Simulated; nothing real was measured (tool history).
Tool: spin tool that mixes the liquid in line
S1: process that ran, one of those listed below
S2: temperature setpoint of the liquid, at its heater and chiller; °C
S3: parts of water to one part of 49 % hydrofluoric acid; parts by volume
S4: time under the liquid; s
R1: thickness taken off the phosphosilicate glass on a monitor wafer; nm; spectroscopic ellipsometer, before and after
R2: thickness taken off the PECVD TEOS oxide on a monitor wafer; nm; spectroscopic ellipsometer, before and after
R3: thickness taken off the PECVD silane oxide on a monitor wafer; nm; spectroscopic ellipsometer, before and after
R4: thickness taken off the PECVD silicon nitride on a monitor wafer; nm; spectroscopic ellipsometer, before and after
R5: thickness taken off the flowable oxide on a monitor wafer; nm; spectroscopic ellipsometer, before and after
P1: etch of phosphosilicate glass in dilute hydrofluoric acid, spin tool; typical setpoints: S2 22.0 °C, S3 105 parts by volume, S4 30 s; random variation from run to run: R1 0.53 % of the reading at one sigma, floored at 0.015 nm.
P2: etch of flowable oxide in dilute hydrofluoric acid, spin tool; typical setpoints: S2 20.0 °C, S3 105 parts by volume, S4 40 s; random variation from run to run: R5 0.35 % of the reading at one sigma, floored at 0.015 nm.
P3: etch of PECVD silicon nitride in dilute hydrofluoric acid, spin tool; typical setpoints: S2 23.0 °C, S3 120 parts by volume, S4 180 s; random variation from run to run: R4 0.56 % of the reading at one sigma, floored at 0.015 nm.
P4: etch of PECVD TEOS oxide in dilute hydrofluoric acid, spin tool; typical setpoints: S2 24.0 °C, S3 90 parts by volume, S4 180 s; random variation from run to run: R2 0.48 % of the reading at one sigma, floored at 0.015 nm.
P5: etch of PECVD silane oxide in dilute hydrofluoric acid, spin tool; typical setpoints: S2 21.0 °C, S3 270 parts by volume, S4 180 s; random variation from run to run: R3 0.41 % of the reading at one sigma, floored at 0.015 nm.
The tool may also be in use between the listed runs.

run     day  S1    S2   S3   S4       R1       R2       R3      R4       R5
  1   0.158  P1  22.0  105   30   38.381
  2   0.525  P1  22.0  105   30   38.349
  3   0.696  P1  22.0  105   30   38.582
  4   0.871  P1  22.0   65   30   65.191
  5   1.175  P4  24.0  160  180            9.1001
  6   1.517  P1  17.0  105   15   15.744
      1.600  -- hydrofluoric acid flow meter replaced
  7   1.792  P4  19.0   90  180           14.2930
  8   2.125  P5  21.0  495  180                     3.2866
  9   2.358  P5  21.0  270  355                    14.4200
 10   2.683  P3  23.0  120  180                             5.0557
 11   2.908  P4  24.0   90  180           17.5440
 12   3.246  P3  17.0  120  180                             3.3101
 13   3.438  P1  22.0  105   30   38.244
 14   3.662  P2  20.0  105   40                                     18.9560
 15   3.908  P1  22.0  105   30   38.520
 16   4.167  P1  17.0  105   50   51.939
 17   4.529  P1  17.0  105   30   31.529
 18   4.725  P2  20.0  170   40                                     10.8760
 19   5.083  P1  22.0  105   15   19.308
 20   5.421  P3  23.0  120  340                             9.3890
 21   5.725  P3  23.0  200  180                             3.0596
 22   5.900  P5  17.0  270  180                     6.2861
 23   6.154  P1  26.5  105   30   46.451
 24   6.504  P5  21.0  270  180                     7.2552
 25   6.858  P1  22.0  105   50   64.270
 26   7.225  P4  24.0   90   15            1.4579
 27   7.554  P2  20.0  105   15                                      7.1092
 28   7.775  P1  22.0  105   30   38.727
 29   8.088  P1  22.0  105   30   38.781
 30   8.446  P1  22.0   30   50  246.330
 31   8.738  P2  17.0  105   40                                     16.7910
 32   9.067  P1  22.0  175   30   21.282
 33   9.312  P1  22.0  105   30   38.215
 34   9.679  P1  22.0  105   30   36.647
 35  10.046  P1  22.0  105   30   36.775
 36  10.358  P1  22.0  105   30   36.042
 37  10.629  P1  22.0  105   30   36.670
 38  10.792  P1  22.0  105   30   36.323
 39  10.975  P1  22.0  105   30   36.282

Something has made what P1 gives creep away from where it was; the 2 causes below, each at its own stated size, fit the log equally well:
A: hydrofluoric acid flow below the setpoint (%) = 5.01
B: liquid colder than its thermometer reads (K) = 1.43
The onset of the drift is placed at about day 9.312.

Of the 4 check runs below, each run on 2 wafers with the results averaged and each result still a question mark, which one would tell the listed causes apart?
check 1  11.158  P2  17.0  165   40                   ?
check 2  11.158  P4  24.0  130   45       ?
check 3  11.158  P5  17.0  270  180           ?
check 4  11.158  P3  23.0  180  340               ?

Check results expected under each cause:
  check  result    if A    if B
check 1      R5  9.4320  9.4421
check 2      R2  2.7082  2.7181
check 3      R3  5.8971  5.9449
check 4      R4  6.0136  5.7666
Gap, in per cent, between the two causes that each check separates least, read from the result that separates them most: check 1 0.11 %; check 2 0.36 %; check 3 0.81 %; check 4 4.19 %
Check 4 tells the causes apart: in the others they would give nearly the same result.

Then check 4 was run and gave: R4 6.0225 nm. Which cause is it?

It was cause A: hydrofluoric acid flow below the setpoint (%).
